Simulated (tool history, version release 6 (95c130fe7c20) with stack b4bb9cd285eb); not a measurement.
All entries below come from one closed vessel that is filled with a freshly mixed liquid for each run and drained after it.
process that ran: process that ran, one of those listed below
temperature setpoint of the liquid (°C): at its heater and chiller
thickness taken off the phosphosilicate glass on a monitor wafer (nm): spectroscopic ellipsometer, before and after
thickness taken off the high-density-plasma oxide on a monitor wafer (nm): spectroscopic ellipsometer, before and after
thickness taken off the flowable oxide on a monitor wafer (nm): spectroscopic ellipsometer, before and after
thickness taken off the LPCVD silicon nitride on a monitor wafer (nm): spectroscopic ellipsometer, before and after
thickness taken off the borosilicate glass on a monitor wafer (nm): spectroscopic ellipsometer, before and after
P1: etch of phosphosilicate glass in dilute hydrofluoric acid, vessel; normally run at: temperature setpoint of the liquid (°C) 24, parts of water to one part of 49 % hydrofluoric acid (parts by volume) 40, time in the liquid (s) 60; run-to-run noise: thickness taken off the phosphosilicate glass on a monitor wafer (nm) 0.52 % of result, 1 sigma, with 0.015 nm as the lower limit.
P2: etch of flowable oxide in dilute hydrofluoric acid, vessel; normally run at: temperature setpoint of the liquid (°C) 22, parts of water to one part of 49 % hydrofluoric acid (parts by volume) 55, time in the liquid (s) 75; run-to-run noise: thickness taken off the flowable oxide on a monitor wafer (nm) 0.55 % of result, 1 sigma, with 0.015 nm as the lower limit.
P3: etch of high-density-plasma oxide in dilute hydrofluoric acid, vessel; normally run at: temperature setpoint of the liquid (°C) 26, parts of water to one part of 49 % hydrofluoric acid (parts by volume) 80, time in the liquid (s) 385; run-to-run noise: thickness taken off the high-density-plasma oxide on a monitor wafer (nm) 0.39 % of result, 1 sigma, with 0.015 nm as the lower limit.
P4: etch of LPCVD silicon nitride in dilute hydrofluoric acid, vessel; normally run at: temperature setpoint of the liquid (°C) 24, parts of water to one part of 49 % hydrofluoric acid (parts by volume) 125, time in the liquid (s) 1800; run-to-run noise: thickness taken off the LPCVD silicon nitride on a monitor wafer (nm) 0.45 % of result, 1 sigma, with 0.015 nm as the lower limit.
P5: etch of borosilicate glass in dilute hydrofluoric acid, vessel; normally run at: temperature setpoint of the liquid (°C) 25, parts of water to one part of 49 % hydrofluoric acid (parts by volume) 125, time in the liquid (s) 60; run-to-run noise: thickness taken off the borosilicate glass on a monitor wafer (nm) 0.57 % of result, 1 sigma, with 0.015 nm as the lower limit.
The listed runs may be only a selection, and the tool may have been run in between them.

| run | hour | process that ran | temperature setpoint of the liquid (°C) | parts of water to one part of 49 % hydrofluoric acid (parts by volume) | time in the liquid (s) | thickness taken off the phosphosilicate glass on a monitor wafer (nm) | thickness taken off the high-density-plasma oxide on a monitor wafer (nm) | thickness taken off the flowable oxide on a monitor wafer (nm) | thickness taken off the LPCVD silicon nitride on a monitor wafer (nm) | thickness taken off the borosilicate glass on a monitor wafer (nm) |
|---|---|---|---|---|---|---|---|---|---|---|
| 1 | 8.3 | P1 | 24 | 40 | 60 | 227.67 |  |  |  |  |
| 2 | 16 | P3 | 26 | 80 | 385 |  | 29.505 |  |  |  |
| 3 | 26.3 | P2 | 22 | 55 | 135 |  |  | 99.241 |  |  |
| 4 | 34.2 | P4 | 24 | 175 | 1800 |  |  |  | 5.3875 |  |
| 5 | 40 | P5 | 25 | 125 | 60 |  |  |  |  | 24.245 |
| 6 | 50 | P1 | 24 | 70 | 60 | 125.19 |  |  |  |  |
| 7 | 60.6 | P1 | 18 | 40 | 60 | 176.24 |  |  |  |  |
| 8 | 71.3 | P1 | 24 | 20 | 85 | 665.72 |  |  |  |  |
| 9 | 80 | P3 | 17.5 | 80 | 385 |  | 21.078 |  |  |  |
| 10 | 88 | P5 | 25 | 35 | 60 |  |  |  |  | 97.533 |
| 11 | 93.2 | P2 | 22 | 55 | 75 |  |  | 55.184 |  |  |
| 12 | 98.9 | P3 | 26 | 80 | 80 |  | 6.1973 |  |  |  |
| 13 | 106.9 | P2 | 22 | 80 | 75 |  |  | 36.761 |  |  |
| 14 | 114.8 | P1 | 24 | 40 | 110 | 418.35 |  |  |  |  |
| 15 | 123.7 | P3 | 26 | 20 | 385 |  | 128.9 |  |  |  |
| 16 | 131.2 | P4 | 24 | 125 | 1800 |  |  |  | 7.5406 |  |
| 17 | 136.2 | P4 | 28.5 | 125 | 1800 |  |  |  | 9.9932 |  |
| 18 | 145.8 | P1 | 24 | 40 | 30 | 113.79 |  |  |  |  |
| 19 | 155.4 | P5 | 25 | 125 | 30 |  |  |  |  | 12.237 |
| 20 | 162.5 | P1 | 28 | 40 | 60 | 268.86 |  |  |  |  |
| 21 | 170.6 | P4 | 24 | 125 | 80 |  |  |  | 0.34837 |  |
| 22 | 177.3 | P2 | 30 | 55 | 75 |  |  | 75.576 |  |  |
| 23 | 187.1 | P1 | 24 | 40 | 60 | 228.68 |  |  |  |  |
| 24 | 193.6 | P1 | 27.5 | 40 | 85 | 372.95 |  |  |  |  |
| 25 | 199.2 | P1 | 24 | 25 | 95 | 587.32 |  |  |  |  |
| 26 | 206 | P5 | 30 | 125 | 60 |  |  |  |  | 29.669 |
| 27 | 216.7 | P1 | 24 | 40 | 60 | 226.83 |  |  |  |  |
| 28 | 227.7 | P1 | 24 | 20 | 60 | 464.83 |  |  |  |  |
| 29 | 238.5 | P1 | 24 | 40 | 60 | 228.78 |  |  |  |  |
| 30 | 248.3 | P1 | 24 | 40 | 60 | 228.29 |  |  |  |  |
| 31 | 256.1 | P1 | 24 | 40 | 60 | 234.84 |  |  |  |  |
| 32 | 263.3 | P1 | 24 | 40 | 60 | 240.56 |  |  |  |  |
| 33 | 270.8 | P1 | 24 | 40 | 60 | 239.57 |  |  |  |  |
| 34 | 278.2 | P1 | 24 | 40 | 60 | 241.23 |  |  |  |  |
| 35 | 286.1 | P1 | 24 | 40 | 60 | 241 |  |  |  |  |
| 36 | 292.5 | P1 | 24 | 40 | 60 | 244.33 |  |  |  |  |
| 37 | 299.7 | P1 | 24 | 40 | 60 | 245.75 |  |  |  |  |
| 38 | 307.3 | P1 | 24 | 40 | 60 | 244.55 |  |  |  |  |
| 39 | 312.6 | P1 | 24 | 40 | 60 | 244.88 |  |  |  |  |

The log shows P1 creeping away from where it was. Any of the 2 causes listed here, at the size stated for it, fits the log just as well as the others:
A: liquid hotter than its thermometer reads (K) = 1.74
B: hydrofluoric acid flow above the setpoint (%) = 7.05
The creep began at about hour 248.3.

4 check runs are offered, each on 2 wafers whose results are averaged, their results left as question marks. Which one tells the causes apart?
| check 1 | 317.9 | P3 | 26 | 20 | 385 |  | ? |  |  |  |
| check 2 | 317.9 | P5 | 28.5 | 55 | 60 |  |  |  |  | ? |
| check 3 | 317.9 | P2 | 27.5 | 55 | 75 |  |  | ? |  |  |
| check 4 | 317.9 | P4 | 24 | 170 | 850 |  |  |  | ? |  |

What each check would give under each cause:
| check | result | if A | if B |
|---|---|---|---|
| check 1 | thickness taken off the high-density-plasma oxide on a monitor wafer (nm) | 138.71 | 138.46 |
| check 2 | thickness taken off the borosilicate glass on a monitor wafer (nm) | 74.257 | 74.639 |
| check 3 | thickness taken off the flowable oxide on a monitor wafer (nm) | 73.826 | 74.155 |
| check 4 | thickness taken off the LPCVD silicon nitride on a monitor wafer (nm) | 2.9446 | 2.8206 |
Smallest distance between any two causes, each pair judged by its most separating result, in per cent: check 1 0.18 %; check 2 0.51 %; check 3 0.44 %; check 4 4.3 %
Of the check runs offered, only check 4 discriminates between the causes; the rest would read about the same regardless of which cause applies.

Check 4 has now been run. It gave: thickness taken off the LPCVD silicon nitride on a monitor wafer (nm) 2.7988. Which of the candidate causes is it?

Of the candidate causes, it is B: hydrofluoric acid flow above the setpoint (%).
